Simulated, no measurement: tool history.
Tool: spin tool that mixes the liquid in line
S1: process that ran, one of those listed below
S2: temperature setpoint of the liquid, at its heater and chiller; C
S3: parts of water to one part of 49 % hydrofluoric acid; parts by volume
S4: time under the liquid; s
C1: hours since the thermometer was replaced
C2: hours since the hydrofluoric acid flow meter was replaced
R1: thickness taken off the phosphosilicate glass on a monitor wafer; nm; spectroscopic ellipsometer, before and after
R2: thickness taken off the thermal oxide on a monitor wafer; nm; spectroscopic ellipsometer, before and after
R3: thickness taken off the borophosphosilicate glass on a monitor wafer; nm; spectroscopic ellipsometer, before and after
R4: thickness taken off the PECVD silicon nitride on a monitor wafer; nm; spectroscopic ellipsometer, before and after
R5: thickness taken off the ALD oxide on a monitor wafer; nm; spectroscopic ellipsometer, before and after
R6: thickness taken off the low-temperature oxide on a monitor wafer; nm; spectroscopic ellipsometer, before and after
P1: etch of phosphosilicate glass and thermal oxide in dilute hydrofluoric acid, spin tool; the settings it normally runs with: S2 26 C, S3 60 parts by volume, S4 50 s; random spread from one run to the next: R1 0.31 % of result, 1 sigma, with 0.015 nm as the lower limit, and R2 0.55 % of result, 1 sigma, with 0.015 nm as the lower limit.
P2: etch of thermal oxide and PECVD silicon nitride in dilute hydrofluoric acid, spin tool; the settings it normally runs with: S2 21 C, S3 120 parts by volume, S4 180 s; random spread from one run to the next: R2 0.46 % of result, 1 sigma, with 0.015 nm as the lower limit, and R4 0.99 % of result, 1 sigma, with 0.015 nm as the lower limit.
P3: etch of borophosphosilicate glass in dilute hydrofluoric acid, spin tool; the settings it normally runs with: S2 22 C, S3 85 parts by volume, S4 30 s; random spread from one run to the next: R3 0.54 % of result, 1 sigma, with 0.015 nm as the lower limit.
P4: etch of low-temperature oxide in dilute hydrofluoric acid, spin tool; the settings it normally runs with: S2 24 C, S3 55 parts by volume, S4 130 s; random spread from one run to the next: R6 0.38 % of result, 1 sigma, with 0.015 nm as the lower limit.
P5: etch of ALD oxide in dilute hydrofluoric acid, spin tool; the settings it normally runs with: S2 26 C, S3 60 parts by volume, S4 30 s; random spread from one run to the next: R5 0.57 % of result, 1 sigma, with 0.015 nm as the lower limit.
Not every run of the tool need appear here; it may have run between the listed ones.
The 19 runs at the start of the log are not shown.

Run 20, hour 151.6: S1 P1, S2 29.5 C, S3 60 parts by volume, S4 50 s; C1 499.1; C2 533.6. Result: R1 65.603 nm, R2 5.0775 nm.
Run 21, hour 161.1: S1 P1, S2 26 C, S3 60 parts by volume, S4 50 s; C1 508.6; C2 543.1. Result: R1 57.182 nm, R2 4.4009 nm.
Run 22, hour 168.7: S1 P1, S2 26 C, S3 105 parts by volume, S4 50 s; C1 516.2; C2 550.7. Result: R1 30.781 nm, R2 2.3605 nm.
Run 23, hour 175: S1 P4, S2 24 C, S3 55 parts by volume, S4 230 s; C1 522.5; C2 557. Result: R6 55.5 nm.
Run 24, hour 182.8: S1 P2, S2 29 C, S3 120 parts by volume, S4 180 s; C1 530.3; C2 564.8. Result: R2 8.8706 nm, R4 4.1349 nm.
Run 25, hour 192: S1 P1, S2 33 C, S3 85 parts by volume, S4 50 s; C1 539.5; C2 574. Result: R1 51.377 nm, R2 3.9215 nm.
Run 26, hour 196.9: S1 P5, S2 26 C, S3 110 parts by volume, S4 30 s; C1 544.4; C2 578.9. Result: R5 9.029 nm.
Run 27, hour 202: S1 P1, S2 26 C, S3 60 parts by volume, S4 50 s; C1 549.5; C2 584. Result: R1 57.119 nm, R2 4.3927 nm.

What will run 28 give?
Run 28, hour 211.3: S1 P3, S2 22 C, S3 145 parts by volume, S4 30 s; C1 558.8; C2 593.3. Result: R3 ?.

R3: 9.5072 nm
